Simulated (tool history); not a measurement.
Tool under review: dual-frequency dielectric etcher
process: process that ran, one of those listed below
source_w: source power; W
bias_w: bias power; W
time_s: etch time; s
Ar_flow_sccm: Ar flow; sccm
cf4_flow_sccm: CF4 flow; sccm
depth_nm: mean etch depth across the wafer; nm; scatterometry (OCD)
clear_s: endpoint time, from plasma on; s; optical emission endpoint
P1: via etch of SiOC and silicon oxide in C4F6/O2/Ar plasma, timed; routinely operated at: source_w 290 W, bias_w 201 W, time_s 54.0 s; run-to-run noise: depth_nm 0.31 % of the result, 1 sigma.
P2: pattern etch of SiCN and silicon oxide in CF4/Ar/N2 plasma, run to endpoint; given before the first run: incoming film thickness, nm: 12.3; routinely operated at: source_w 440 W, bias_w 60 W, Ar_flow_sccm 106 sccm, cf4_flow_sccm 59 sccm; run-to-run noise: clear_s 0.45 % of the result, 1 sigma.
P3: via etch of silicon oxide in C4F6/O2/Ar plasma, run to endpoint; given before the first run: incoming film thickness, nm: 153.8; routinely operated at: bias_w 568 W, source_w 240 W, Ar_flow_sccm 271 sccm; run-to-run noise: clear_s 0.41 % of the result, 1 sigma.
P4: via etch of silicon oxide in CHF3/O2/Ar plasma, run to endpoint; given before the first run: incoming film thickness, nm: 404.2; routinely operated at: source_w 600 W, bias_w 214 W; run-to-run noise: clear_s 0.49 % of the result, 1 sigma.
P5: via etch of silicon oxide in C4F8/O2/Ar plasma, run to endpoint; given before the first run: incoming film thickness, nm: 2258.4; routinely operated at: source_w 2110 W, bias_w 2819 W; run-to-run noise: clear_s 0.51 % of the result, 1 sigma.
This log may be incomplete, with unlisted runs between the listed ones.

| run | hour | process | source_w | bias_w | time_s | Ar_flow_sccm | cf4_flow_sccm | hours since the last wet clean | hours since the last source power generator calibration | hours since the last bias power generator calibration | depth_nm | clear_s |
|---|---|---|---|---|---|---|---|---|---|---|---|---|
| 1 | 4.4 | P1 | 290 | 201 | 54.0 |  |  | 267.6 | 2673.6 | 948.9 | 56.870 |  |
| 2 | 11.0 | P3 | 140 | 568 |  | 271 |  | 274.2 | 2680.2 | 955.5 |  | 46.909 |
| 3 | 14.9 | P4 | 800 | 214 |  |  |  | 278.1 | 2684.1 | 959.4 |  | 169.410 |
| 4 | 20.0 | P1 | 290 | 201 | 65.5 |  |  | 283.2 | 2689.2 | 964.5 | 68.558 |  |
| 5 | 25.9 | P2 | 440 | 60 |  | 145 | 59 | 289.1 | 2695.1 | 970.4 |  | 17.026 |
| 6 | 30.7 | P1 | 290 | 201 | 54.0 |  |  | 293.9 | 2699.9 | 975.2 | 56.880 |  |
| 7 | 36.0 | P1 | 380 | 201 | 77.0 |  |  | 299.2 | 2705.2 | 980.5 | 89.354 |  |
| 8 | 39.3 | P5 | 2110 | 2819 |  |  |  | 302.5 | 2708.5 | 983.8 |  | 392.710 |
| 9 | 43.6 | P2 | 440 | 60 |  | 106 | 48 | 306.8 | 2712.8 | 988.1 |  | 16.563 |
| 10 | 50.6 | P3 | 240 | 568 |  | 271 |  | 313.8 | 2719.8 | 995.1 |  | 38.671 |
| 11 | 55.7 | P1 | 230 | 201 | 54.0 |  |  | 318.9 | 2724.9 | 1000.2 | 51.748 |  |
| 12 | 62.3 | P5 | 2110 | 3401 |  |  |  | 325.5 | 2731.5 | 1006.8 |  | 374.800 |
| 13 | 65.7 | P4 | 600 | 214 |  |  |  | 328.9 | 2734.9 | 1010.2 |  | 188.900 |
| 14 | 70.7 | P1 | 380 | 201 | 54.0 |  |  | 333.9 | 2739.9 | 1015.2 | 62.731 |  |
| 15 | 76.0 | P2 | 440 | 60 |  | 106 | 59 | 339.2 | 2745.2 | 1020.5 |  | 16.117 |
| 16 | 79.1 | P1 | 290 | 201 | 54.0 |  |  | 342.3 | 2748.3 | 1023.6 | 56.963 |  |
|  | 81.2 | source power generator calibrated |
| 17 | 85.6 | P2 | 290 | 60 |  | 106 | 59 | 348.8 | 4.5 | 1030.1 |  | 23.179 |
| 18 | 90.2 | P1 | 290 | 201 | 54.0 |  |  | 353.4 | 9.1 | 1034.7 | 56.547 |  |
| 19 | 94.7 | P5 | 2900 | 2819 |  |  |  | 357.9 | 13.6 | 1039.2 |  | 352.100 |
| 20 | 101.2 | P3 | 240 | 568 |  | 174 |  | 364.4 | 20.1 | 1045.7 |  | 36.663 |
| 21 | 107.4 | P3 | 240 | 795 |  | 271 |  | 370.6 | 26.3 | 1051.9 |  | 34.023 |
| 22 | 113.9 | P2 | 440 | 37 |  | 106 | 59 | 377.1 | 32.8 | 1058.4 |  | 18.861 |
| 23 | 119.5 | P4 | 600 | 131 |  |  |  | 382.7 | 38.4 | 1064.0 |  | 223.760 |
| 24 | 126.5 | P1 | 290 | 122 | 54.0 |  |  | 389.7 | 45.4 | 1071.0 | 48.064 |  |
| 25 | 132.6 | P1 | 290 | 201 | 30.0 |  |  | 395.8 | 51.5 | 1077.1 | 31.434 |  |
| 26 | 137.7 | P1 | 290 | 238 | 54.0 |  |  | 400.9 | 56.6 | 1082.2 | 60.419 |  |
| 27 | 143.4 | P1 | 290 | 201 | 54.0 |  |  | 406.6 | 62.3 | 1087.9 | 56.801 |  |
| 28 | 149.3 | P1 | 290 | 201 | 54.0 |  |  | 412.5 | 68.2 | 1093.8 | 56.250 |  |

Run 29 is up next; what results do you expect?
| 29 | 156.1 | P1 | 290 | 201 | 54.0 |  |  | 419.3 | 75.0 | 1100.6 | ? |  |

{"run 29": {"depth_nm": 56.314}}
